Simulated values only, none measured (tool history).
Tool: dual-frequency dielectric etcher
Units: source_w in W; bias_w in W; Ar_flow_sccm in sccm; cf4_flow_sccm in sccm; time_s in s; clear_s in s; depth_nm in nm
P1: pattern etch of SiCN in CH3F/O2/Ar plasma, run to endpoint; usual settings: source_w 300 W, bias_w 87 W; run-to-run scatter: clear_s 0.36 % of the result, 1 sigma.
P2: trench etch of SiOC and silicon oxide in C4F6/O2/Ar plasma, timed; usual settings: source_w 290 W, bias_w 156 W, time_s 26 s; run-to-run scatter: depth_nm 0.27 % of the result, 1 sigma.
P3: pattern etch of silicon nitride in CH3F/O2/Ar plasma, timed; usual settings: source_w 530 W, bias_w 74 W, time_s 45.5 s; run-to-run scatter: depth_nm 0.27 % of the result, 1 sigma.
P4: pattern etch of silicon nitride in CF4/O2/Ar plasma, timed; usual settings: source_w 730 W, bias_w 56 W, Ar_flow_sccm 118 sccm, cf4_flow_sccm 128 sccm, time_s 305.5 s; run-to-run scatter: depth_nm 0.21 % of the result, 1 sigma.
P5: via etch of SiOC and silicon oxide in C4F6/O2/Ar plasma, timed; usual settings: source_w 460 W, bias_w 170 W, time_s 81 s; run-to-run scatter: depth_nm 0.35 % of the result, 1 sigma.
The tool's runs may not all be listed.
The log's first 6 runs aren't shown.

| run | hour | process | source_w | bias_w | Ar_flow_sccm | cf4_flow_sccm | time_s | hours since the last wet clean | hours since the last source power generator calibration | hours since the last bias power generator calibration | clear_s | depth_nm |
|---|---|---|---|---|---|---|---|---|---|---|---|---|
| 7 | 22.2 | P4 | 730 | 56 | 118 | 128 | 456.5 | 161.6 | 1661.6 | 478.2 |  | 1238.9 |
| 8 | 25 | P3 | 730 | 74 |  |  | 45.5 | 164.4 | 1664.4 | 481 |  | 39.726 |
| 9 | 28.5 | P2 | 290 | 156 |  |  | 26 | 167.9 | 1667.9 | 484.5 |  | 42.712 |
| 10 | 32.5 | P1 | 300 | 87 |  |  |  | 171.9 | 1671.9 | 488.5 | 33.627 |  |
| 11 | 37.1 | P3 | 530 | 74 |  |  | 45.5 | 176.5 | 1676.5 | 493.1 |  | 35.169 |
| 12 | 40.6 | P4 | 730 | 56 | 118 | 128 | 305.5 | 180 | 1680 | 496.6 |  | 827.37 |
| 13 | 44.1 | P3 | 530 | 55 |  |  | 45.5 | 183.5 | 1683.5 | 500.1 |  | 31.952 |
| 14 | 48.4 | P5 | 460 | 170 |  |  | 81 | 187.8 | 1687.8 | 504.4 |  | 93.271 |
| 15 | 51.4 | P1 | 200 | 87 |  |  |  | 190.8 | 1690.8 | 507.4 | 39.211 |  |
| 16 | 53.9 | P1 | 300 | 87 |  |  |  | 193.3 | 1693.3 | 509.9 | 33.701 |  |
| 17 | 56.6 | P5 | 640 | 170 |  |  | 81 | 196 | 1696 | 512.6 |  | 106.01 |
| 18 | 60 | P2 | 290 | 156 |  |  | 14.5 | 199.4 | 1699.4 | 516 |  | 23.859 |
| 19 | 64.2 | P3 | 530 | 74 |  |  | 32 | 203.6 | 1703.6 | 520.2 |  | 24.682 |
| 20 | 67.8 | P2 | 290 | 156 |  |  | 26 | 207.2 | 1707.2 | 523.8 |  | 42.601 |
| 21 | 69.9 | P4 | 730 | 41 | 118 | 128 | 305.5 | 209.3 | 1709.3 | 525.9 |  | 742.31 |
| 22 | 74 | P1 | 300 | 105 |  |  |  | 213.4 | 1713.4 | 530 | 31.377 |  |
| 23 | 77.1 | P1 | 300 | 64 |  |  |  | 216.5 | 1716.5 | 533.1 | 37.496 |  |
| 24 | 80.9 | P4 | 730 | 56 | 118 | 163 | 305.5 | 220.3 | 1720.3 | 536.9 |  | 852.82 |
| 25 | 84.8 | P1 | 390 | 87 |  |  |  | 224.2 | 1724.2 | 540.8 | 30.568 |  |
| 26 | 88.6 | P5 | 460 | 129 |  |  | 81 | 228 | 1728 | 544.6 |  | 86.16 |
| 27 | 92.6 | P4 | 730 | 56 | 69 | 128 | 305.5 | 232 | 1732 | 548.6 |  | 881.04 |
| 28 | 96.5 | P2 | 290 | 115 |  |  | 26 | 235.9 | 1735.9 | 552.5 |  | 39.006 |

Forecast run 29:
| 29 | 98.5 | P1 | 360 | 108 |  |  |  | 237.9 | 1737.9 | 554.5 | ? |  |

{"run 29": {"clear_s": 29.114}}

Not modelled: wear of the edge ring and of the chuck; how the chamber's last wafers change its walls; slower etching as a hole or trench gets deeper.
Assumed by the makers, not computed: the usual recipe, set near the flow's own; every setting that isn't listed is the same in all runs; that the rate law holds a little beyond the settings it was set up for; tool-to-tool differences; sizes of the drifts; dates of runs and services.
